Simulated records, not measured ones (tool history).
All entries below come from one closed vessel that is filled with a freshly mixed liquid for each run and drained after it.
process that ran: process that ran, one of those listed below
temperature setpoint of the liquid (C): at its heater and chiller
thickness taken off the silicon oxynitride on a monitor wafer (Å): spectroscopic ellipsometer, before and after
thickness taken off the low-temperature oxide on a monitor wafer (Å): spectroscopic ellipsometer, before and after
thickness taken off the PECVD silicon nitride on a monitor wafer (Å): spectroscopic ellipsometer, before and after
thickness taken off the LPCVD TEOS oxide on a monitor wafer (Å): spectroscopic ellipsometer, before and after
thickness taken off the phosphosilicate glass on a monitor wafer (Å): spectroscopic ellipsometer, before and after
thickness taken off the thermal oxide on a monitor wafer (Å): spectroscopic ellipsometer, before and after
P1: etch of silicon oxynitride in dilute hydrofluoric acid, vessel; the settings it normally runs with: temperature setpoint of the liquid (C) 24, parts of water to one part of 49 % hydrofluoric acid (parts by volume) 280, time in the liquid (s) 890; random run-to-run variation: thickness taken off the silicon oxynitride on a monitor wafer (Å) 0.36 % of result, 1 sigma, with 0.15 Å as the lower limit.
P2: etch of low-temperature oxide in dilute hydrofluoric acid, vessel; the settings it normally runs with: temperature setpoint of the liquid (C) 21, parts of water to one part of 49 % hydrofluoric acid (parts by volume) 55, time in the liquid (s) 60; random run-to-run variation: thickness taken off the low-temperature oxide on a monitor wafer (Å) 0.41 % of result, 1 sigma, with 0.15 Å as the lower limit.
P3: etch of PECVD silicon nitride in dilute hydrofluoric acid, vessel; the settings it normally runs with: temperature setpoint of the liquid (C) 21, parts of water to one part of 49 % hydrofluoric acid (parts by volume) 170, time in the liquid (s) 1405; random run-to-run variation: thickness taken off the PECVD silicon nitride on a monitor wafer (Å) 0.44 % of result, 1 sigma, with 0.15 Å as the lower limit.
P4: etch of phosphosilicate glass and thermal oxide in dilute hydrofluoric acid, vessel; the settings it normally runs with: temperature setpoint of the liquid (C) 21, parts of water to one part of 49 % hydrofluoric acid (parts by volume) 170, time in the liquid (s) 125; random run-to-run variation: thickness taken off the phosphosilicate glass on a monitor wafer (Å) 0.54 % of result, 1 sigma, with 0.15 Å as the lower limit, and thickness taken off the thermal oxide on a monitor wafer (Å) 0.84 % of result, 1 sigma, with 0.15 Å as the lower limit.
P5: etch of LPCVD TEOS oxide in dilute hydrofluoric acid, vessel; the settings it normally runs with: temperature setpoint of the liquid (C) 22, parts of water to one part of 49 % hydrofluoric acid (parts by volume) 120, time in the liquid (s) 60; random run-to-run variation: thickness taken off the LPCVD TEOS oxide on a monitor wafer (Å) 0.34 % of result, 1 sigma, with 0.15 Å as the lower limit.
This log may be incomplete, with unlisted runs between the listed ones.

run	day	process that ran	temperature setpoint of the liquid (C)	parts of water to one part of 49 % hydrofluoric acid (parts by volume)	time in the liquid (s)	thickness taken off the silicon oxynitride on a monitor wafer (Å)	thickness taken off the low-temperature oxide on a monitor wafer (Å)	thickness taken off the PECVD silicon nitride on a monitor wafer (Å)	thickness taken off the LPCVD TEOS oxide on a monitor wafer (Å)	thickness taken off the phosphosilicate glass on a monitor wafer (Å)	thickness taken off the thermal oxide on a monitor wafer (Å)
1	0.271	P1	24	280	890	74.887					
2	0.633	P2	21	55	60		117.38				
3	0.846	P3	27	170	1405			178.61			
4	1.212	P5	17	120	60				197.93		
5	1.408	P4	26.5	170	125					528.37	34.154
6	1.65	P1	20	280	890	62.788					
7	1.992	P4	21	170	125					425.84	27.387
8	2.354	P1	24	280	380	32.51					
9	2.538	P2	17	55	60		98.492				
10	2.921	P4	21	170	40					138	9.1482
11	3.262	P4	21	170	125					433.46	27.749
12	3.504	P2	21	55	60		117.59				
13	3.762	P5	22	120	60				242.13		
14	4.083	P1	24	420	890	45.546					
15	4.279	P4	21	70	125					1176.7	75.647
16	4.654	P1	24	280	890	75.587					
17	5	P3	21	240	1405			86.598			
18	5.2	P3	21	170	1405			121.09			
19	5.442	P2	21	95	60		64.685				
20	5.7	P1	24	140	185	34.661					
21	6.017	P1	24	60	890	417.98					
22	6.383	P1	24	280	1595	135.31					
23	6.562	P3	21	170	2240			192.53			
24	6.854	P5	22	200	60				134		
25	7.204	P1	24	280	890	75.805					
26	7.583	P1	24	280	890	75.289					
27	7.917	P1	24	280	890	75.067					
28	8.142	P2	21	55	30		58.617				
29	8.346	P1	29.5	280	890	94.149					
30	8.546	P3	21	170	1405			120.52			
31	8.817	P5	22	120	30				120.82		
32	9.058	P1	24	280	890	74.744					
33	9.333	P1	24	280	890	73.009					
34	9.683	P1	24	280	890	71.738					
35	9.958	P1	24	280	890	71.324					
36	10.275	P1	24	280	890	71.071					
37	10.45	P1	24	280	890	70.96					
38	10.788	P1	24	280	890	70.37					

What P1 gives has crept away from where it was. These 2 causes fit the log equally well, each at the size given:
A: liquid colder than its thermometer reads (K) = 1.51
B: hydrofluoric acid flow below the setpoint (%) = 5.27
At approximately day 9.058, the process output began to creep.

Which of the 4 check runs listed below separates the causes, so that each cause would produce a clearly different result? Each run uses one wafer, and its results are marked with question marks.
check 1	11.125	P5	22	120	60				?		
check 2	11.125	P2	21	55	60		?				
check 3	11.125	P4	21	170	125					?	?
check 4	11.125	P3	21	170	1405			?			

Check results expected under each cause:
check	result	if A	if B
check 1	thickness taken off the LPCVD TEOS oxide on a monitor wafer (Å)	228.43	228.15
check 2	thickness taken off the low-temperature oxide on a monitor wafer (Å)	109.97	110.62
check 3	thickness taken off the phosphosilicate glass on a monitor wafer (Å)	406.26	404.35
check 3	thickness taken off the thermal oxide on a monitor wafer (Å)	26.234	26.11
check 4	thickness taken off the PECVD silicon nitride on a monitor wafer (Å)	109.77	115.06
Per check, the gap between the least separated pair of causes, taken in the result that splits them most: check 1 0.12 %; check 2 0.59 %; check 3 0.47 %; check 4 4.7 %
Only in check 4 would the causes give clearly different results; in the remaining checks their results would be nearly the same.

Check 4 was then run and gave: thickness taken off the PECVD silicon nitride on a monitor wafer (Å) 109.67. Which cause is it?

A is the cause: liquid colder than its thermometer reads (K).

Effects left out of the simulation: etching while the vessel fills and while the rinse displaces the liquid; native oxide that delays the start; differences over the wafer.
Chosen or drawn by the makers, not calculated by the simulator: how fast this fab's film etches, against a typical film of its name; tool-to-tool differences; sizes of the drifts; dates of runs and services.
